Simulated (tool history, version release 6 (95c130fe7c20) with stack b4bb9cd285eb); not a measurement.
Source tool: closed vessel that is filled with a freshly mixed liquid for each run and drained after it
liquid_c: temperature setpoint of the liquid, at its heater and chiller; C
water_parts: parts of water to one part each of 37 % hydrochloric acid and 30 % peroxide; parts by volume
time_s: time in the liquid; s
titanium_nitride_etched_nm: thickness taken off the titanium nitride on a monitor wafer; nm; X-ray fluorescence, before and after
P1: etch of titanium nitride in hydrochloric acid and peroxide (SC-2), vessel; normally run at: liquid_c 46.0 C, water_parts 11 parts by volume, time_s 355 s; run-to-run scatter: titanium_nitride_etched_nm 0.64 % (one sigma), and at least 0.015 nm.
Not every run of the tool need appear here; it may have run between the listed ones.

run   hour  liquid_c  water_parts  time_s  hours since the thermometer was replaced  hours since the chemicals flow meter was replaced  hours since the drum of peroxide was connected  titanium_nitride_etched_nm
  1    7.7      46.0           11     355                                     983.4                                              177.1                                           526.5                     4.26660
  2   15.5      46.0           11     690                                     991.2                                              184.9                                           534.3                     8.33680
  3   24.1      46.0           17     355                                     999.8                                              193.5                                           542.9                     2.96040
  4   28.9      35.0           11     355                                    1004.6                                              198.3                                           547.7                     1.94920
  5   33.6      46.0           11     355                                    1009.3                                              203.0                                           552.4                     4.24570
  6   39.4      46.0           11     355                                    1015.1                                              208.8                                           558.2                     4.27700
  7   45.7      46.0           11     355                                    1021.4                                              215.1                                           564.5                     4.28670
  8   54.1      59.5           11     675                                    1029.8                                              223.5                                           572.9                    19.97600
  9   59.5      46.0           11      70                                    1035.2                                              228.9                                           578.3                     0.84009
 10   64.3      46.0           11     355                                    1040.0                                              233.7                                           583.1                     4.23800
 11   70.0      46.0           11     355                                    1045.7                                              239.4                                           588.8                     4.27330
 12   74.1      46.0            4     355                                    1049.8                                              243.5                                           592.9                     9.34920
 13   79.9      59.5           11     355                                    1055.6                                              249.3                                           598.7                    10.38000
 14   85.1      46.0           11     355                                    1060.8                                              254.5                                           603.9                     4.26970
 15   93.9      46.0           11     355                                    1069.6                                              263.3                                           612.7                     4.44470
 16  102.8      46.0           11     355                                    1078.5                                              272.2                                           621.6                     4.60240

For run 17, what comes out?
 17  106.9      46.0           11     355                                    1082.6                                              276.3                                           625.7                           ?

Run 17 measured titanium_nitride_etched_nm 4.53700 nm.

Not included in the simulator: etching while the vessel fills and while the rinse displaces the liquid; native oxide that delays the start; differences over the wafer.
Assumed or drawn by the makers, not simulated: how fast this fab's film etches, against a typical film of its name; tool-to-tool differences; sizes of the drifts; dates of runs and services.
